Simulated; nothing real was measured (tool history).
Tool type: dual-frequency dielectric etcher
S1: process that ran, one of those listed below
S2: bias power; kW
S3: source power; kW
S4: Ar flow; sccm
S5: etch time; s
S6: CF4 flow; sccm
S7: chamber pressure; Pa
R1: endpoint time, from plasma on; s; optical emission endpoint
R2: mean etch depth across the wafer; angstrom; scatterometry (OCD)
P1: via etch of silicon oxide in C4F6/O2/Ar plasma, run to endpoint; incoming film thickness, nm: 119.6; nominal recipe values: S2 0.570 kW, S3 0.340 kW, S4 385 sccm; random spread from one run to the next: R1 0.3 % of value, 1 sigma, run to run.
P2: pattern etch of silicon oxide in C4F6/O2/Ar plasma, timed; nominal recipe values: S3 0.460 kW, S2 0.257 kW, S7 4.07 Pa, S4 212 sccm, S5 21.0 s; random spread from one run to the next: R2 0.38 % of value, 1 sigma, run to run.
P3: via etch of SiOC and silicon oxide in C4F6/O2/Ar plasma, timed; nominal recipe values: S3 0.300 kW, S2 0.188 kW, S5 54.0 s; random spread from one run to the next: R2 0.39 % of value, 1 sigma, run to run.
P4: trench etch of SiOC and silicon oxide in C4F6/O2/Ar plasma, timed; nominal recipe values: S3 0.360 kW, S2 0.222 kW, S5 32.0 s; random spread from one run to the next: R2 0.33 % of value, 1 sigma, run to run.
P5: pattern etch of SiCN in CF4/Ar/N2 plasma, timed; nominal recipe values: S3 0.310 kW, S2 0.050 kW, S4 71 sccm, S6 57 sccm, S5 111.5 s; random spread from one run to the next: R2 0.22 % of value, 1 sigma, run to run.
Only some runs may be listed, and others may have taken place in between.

run 1 hour=13.3 | S1=P1 S2=0.570 S3=0.340 S4=385 | R1=27.786
run 2 hour=24.5 | S1=P1 S2=0.570 S3=0.340 S4=385 | R1=27.693
run 3 hour=41.9 | S1=P3 S2=0.137 S3=0.300 S5=54.0 | R2=495.84
run 4 hour=50.0 | S1=P1 S2=0.467 S3=0.400 S4=385 | R1=28.006
run 5 hour=67.4 | S1=P5 S2=0.050 S3=0.310 S4=71 S5=111.5 S6=57 | R2=629.01
run 6 hour=80.6 | S1=P1 S2=0.570 S3=0.340 S4=385 | R1=27.661
run 7 hour=93.4 | S1=P3 S2=0.188 S3=0.180 S5=54.0 | R2=452.02
run 8 hour=112.1 | S1=P1 S2=0.570 S3=0.260 S4=385 | R1=30.624
run 9 hour=122.0 | S1=P5 S2=0.030 S3=0.310 S4=71 S5=111.5 S6=57 | R2=538.34
run 10 hour=140.2 | S1=P2 S2=0.257 S3=0.460 S4=212 S5=30.5 S7=4.07 | R2=1224.60
run 11 hour=151.7 | S1=P4 S2=0.155 S3=0.360 S5=32.0 | R2=576.53
run 12 hour=161.1 | S1=P1 S2=0.570 S3=0.340 S4=473 | R1=28.341
run 13 hour=176.5 | S1=P1 S2=0.570 S3=0.340 S4=385 | R1=27.630
run 14 hour=185.2 | S1=P1 S2=0.570 S3=0.340 S4=267 | R1=26.400
run 15 hour=200.1 | S1=P1 S2=0.570 S3=0.340 S4=385 | R1=27.712
run 16 hour=217.7 | S1=P5 S2=0.050 S3=0.310 S4=71 S5=111.5 S6=40 | R2=596.35
run 17 hour=227.8 | S1=P2 S2=0.257 S3=0.260 S4=212 S5=21.0 S7=4.07 | R2=676.66
run 18 hour=236.3 | S1=P2 S2=0.177 S3=0.460 S4=212 S5=21.0 S7=4.07 | R2=745.38
run 19 hour=246.8 | S1=P5 S2=0.050 S3=0.310 S4=100 S5=111.5 S6=57 | R2=595.77
run 20 hour=265.3 | S1=P1 S2=0.404 S3=0.340 S4=385 | R1=31.595
run 21 hour=273.8 | S1=P1 S2=0.570 S3=0.340 S4=385 | R1=27.904
-- hour=277.4 Ar flow controller replaced
run 22 hour=287.1 | S1=P3 S2=0.188 S3=0.300 S5=54.0 | R2=547.05
run 23 hour=299.3 | S1=P1 S2=0.758 S3=0.340 S4=385 | R1=24.948
run 24 hour=311.4 | S1=P5 S2=0.050 S3=0.430 S4=71 S5=111.5 S6=57 | R2=843.17
run 25 hour=325.0 | S1=P5 S2=0.050 S3=0.310 S4=71 S5=156.0 S6=57 | R2=880.57
run 26 hour=339.0 | S1=P3 S2=0.188 S3=0.300 S5=74.5 | R2=758.35
run 27 hour=347.3 | S1=P5 S2=0.050 S3=0.310 S4=71 S5=111.5 S6=57 | R2=630.71
run 28 hour=356.6 | S1=P1 S2=0.747 S3=0.290 S4=385 | R1=26.476
-- hour=368.1 source power generator calibrated
run 29 hour=372.5 | S1=P2 S2=0.257 S3=0.460 S4=136 S5=21.0 S7=4.07 | R2=886.84
run 30 hour=387.3 | S1=P4 S2=0.222 S3=0.360 S5=43.5 | R2=873.80
run 31 hour=405.5 | S1=P2 S2=0.257 S3=0.460 S4=212 S5=21.0 S7=4.07 | R2=848.21
run 32 hour=413.9 | S1=P2 S2=0.257 S3=0.460 S4=212 S5=21.0 S7=5.40 | R2=820.76
run 33 hour=428.5 | S1=P4 S2=0.222 S3=0.360 S5=32.0 | R2=644.54
run 34 hour=436.9 | S1=P4 S2=0.222 S3=0.460 S5=32.0 | R2=709.07
run 35 hour=454.0 | S1=P1 S2=0.570 S3=0.420 S4=385 | R1=25.680
run 36 hour=464.3 | S1=P1 S2=0.570 S3=0.340 S4=385 | R1=27.593
run 37 hour=474.1 | S1=P1 S2=0.570 S3=0.340 S4=385 | R1=27.854
run 38 hour=485.3 | S1=P1 S2=0.570 S3=0.340 S4=385 | R1=27.935
run 39 hour=502.0 | S1=P1 S2=0.570 S3=0.340 S4=385 | R1=28.009
run 40 hour=520.2 | S1=P1 S2=0.570 S3=0.340 S4=385 | R1=28.169
-- hour=521.6 wet clean of the chamber
-- hour=523.4 Ar flow controller replaced
run 41 hour=530.1 | S1=P1 S2=0.570 S3=0.340 S4=385 | R1=28.095
run 42 hour=540.1 | S1=P1 S2=0.570 S3=0.340 S4=385 | R1=28.225
run 43 hour=555.5 | S1=P1 S2=0.570 S3=0.340 S4=385 | R1=28.182
run 44 hour=564.8 | S1=P1 S2=0.570 S3=0.340 S4=385 | R1=28.136
run 45 hour=576.1 | S1=P1 S2=0.570 S3=0.340 S4=385 | R1=28.214
run 46 hour=593.6 | S1=P1 S2=0.570 S3=0.340 S4=385 | R1=28.148

P1 has crept away from where it was. The log is fitted equally well by each of these 2 causes, at the sizes shown:
A: source power that arrives under what is set, % = 4.07
B: bias power that arrives under what is set, % = 3.89
The gradual shift began around hour 464.3.
The rest of the possible causes, and what rules out each one:
chamber walls in a state that lowers the etch rate, %: serviced at hour 521.6, after the drift had started, without restoring the earlier output
Ar flow that arrives over what is set, %: serviced at hour 523.4, after the drift had started, without restoring the earlier output

4 check runs are offered, one wafer each, their results left as question marks. Which one tells the causes apart?
run check 1 hour=611.1 | S1=P5 S2=0.050 S3=0.310 S4=71 S5=141.5 S6=57 | R2=?
run check 2 hour=611.1 | S1=P4 S2=0.222 S3=0.430 S5=32.0 | R2=?
run check 3 hour=611.1 | S1=P3 S2=0.153 S3=0.220 S5=54.0 | R2=?
run check 4 hour=611.1 | S1=P2 S2=0.257 S3=0.280 S4=147 S5=21.0 S7=4.07 | R2=?

What every check run would give for each of its results, assuming each possible cause in turn:
check=check_1 result=R2 if_A=770.97 if_B=789.78
check=check_2 result=R2 if_A=680.39 if_B=682.43
check=check_3 result=R2 if_A=447.71 if_B=449.15
check=check_4 result=R2 if_A=717.39 if_B=718.83
Smallest distance between any two causes, each pair judged by its most separating result, in per cent: check 1 2.41 %; check 2 0.3 %; check 3 0.32 %; check 4 0.2 %
Check 1 is the one run that separates the causes; every other check would come out nearly the same whichever cause is at work.

Then check 1 was run and gave: R2 787.96 angstrom. Which cause is it?

It was cause B: bias power that arrives under what is set, %.

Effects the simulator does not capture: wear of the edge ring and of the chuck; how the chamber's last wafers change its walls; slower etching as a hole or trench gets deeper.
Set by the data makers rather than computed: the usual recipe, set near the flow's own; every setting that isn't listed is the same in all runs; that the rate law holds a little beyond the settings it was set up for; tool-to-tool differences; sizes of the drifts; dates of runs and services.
